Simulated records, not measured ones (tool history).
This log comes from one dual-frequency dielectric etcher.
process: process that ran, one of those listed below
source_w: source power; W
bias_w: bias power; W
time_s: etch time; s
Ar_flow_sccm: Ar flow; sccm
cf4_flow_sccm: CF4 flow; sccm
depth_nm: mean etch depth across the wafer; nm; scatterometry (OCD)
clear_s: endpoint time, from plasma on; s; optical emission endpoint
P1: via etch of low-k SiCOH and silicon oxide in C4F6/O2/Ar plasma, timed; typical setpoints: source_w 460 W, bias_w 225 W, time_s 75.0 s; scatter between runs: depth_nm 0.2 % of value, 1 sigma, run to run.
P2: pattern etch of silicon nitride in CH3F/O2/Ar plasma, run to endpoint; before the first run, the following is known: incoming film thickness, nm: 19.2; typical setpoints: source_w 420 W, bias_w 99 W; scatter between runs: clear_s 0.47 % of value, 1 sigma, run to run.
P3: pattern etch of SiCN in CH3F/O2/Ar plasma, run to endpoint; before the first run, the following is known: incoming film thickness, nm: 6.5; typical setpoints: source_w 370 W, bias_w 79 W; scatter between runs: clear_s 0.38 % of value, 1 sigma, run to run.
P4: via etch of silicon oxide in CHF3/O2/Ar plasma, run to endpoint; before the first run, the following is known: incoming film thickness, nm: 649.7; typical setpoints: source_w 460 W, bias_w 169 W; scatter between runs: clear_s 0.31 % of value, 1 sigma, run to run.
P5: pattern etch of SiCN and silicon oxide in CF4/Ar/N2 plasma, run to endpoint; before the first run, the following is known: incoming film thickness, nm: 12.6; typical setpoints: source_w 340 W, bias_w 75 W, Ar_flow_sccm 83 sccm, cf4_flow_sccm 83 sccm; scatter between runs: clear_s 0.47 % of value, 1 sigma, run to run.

| run | hour | process | source_w | bias_w | time_s | Ar_flow_sccm | cf4_flow_sccm | depth_nm | clear_s |
|---|---|---|---|---|---|---|---|---|---|
| 1 | 16.4 | P1 | 460 | 225 | 75.0 |  |  | 233.67 |  |
| 2 | 29.2 | P1 | 460 | 225 | 44.5 |  |  | 138.32 |  |
| 3 | 46.0 | P1 | 460 | 225 | 75.0 |  |  | 232.62 |  |
| 4 | 59.9 | P4 | 460 | 169 |  |  |  |  | 374.120 |
| 5 | 68.5 | P2 | 420 | 68 |  |  |  |  | 27.723 |
| 6 | 80.9 | P5 | 340 | 75 |  | 83 | 83 |  | 17.703 |
| 7 | 96.6 | P1 | 460 | 285 | 75.0 |  |  | 252.56 |  |
| 8 | 109.0 | P1 | 460 | 225 | 107.0 |  |  | 333.78 |  |
| 9 | 120.9 | P4 | 620 | 169 |  |  |  |  | 335.470 |
| 10 | 131.7 | P1 | 580 | 225 | 75.0 |  |  | 254.59 |  |
| 11 | 140.6 | P5 | 340 | 75 |  | 102 | 83 |  | 18.275 |
| 12 | 154.5 | P1 | 270 | 225 | 75.0 |  |  | 190.60 |  |
| 13 | 169.7 | P1 | 460 | 180 | 47.0 |  |  | 136.26 |  |
|  | 180.2 | source power generator calibrated |
| 14 | 183.0 | P3 | 490 | 79 |  |  |  |  | 15.452 |
| 15 | 196.5 | P5 | 340 | 75 |  | 83 | 99 |  | 17.498 |
| 16 | 213.8 | P1 | 460 | 158 | 42.5 |  |  | 118.19 |  |
| 17 | 224.5 | P1 | 460 | 225 | 75.0 |  |  | 232.95 |  |
| 18 | 242.4 | P1 | 460 | 266 | 97.5 |  |  | 320.56 |  |
| 19 | 257.0 | P4 | 460 | 169 |  |  |  |  | 375.290 |
| 20 | 269.0 | P1 | 460 | 225 | 75.0 |  |  | 233.07 |  |

Forecast run 21:
| 21 | 278.3 | P5 | 340 | 75 |  | 83 | 83 |  | ? |

clear_s: 17.754 s
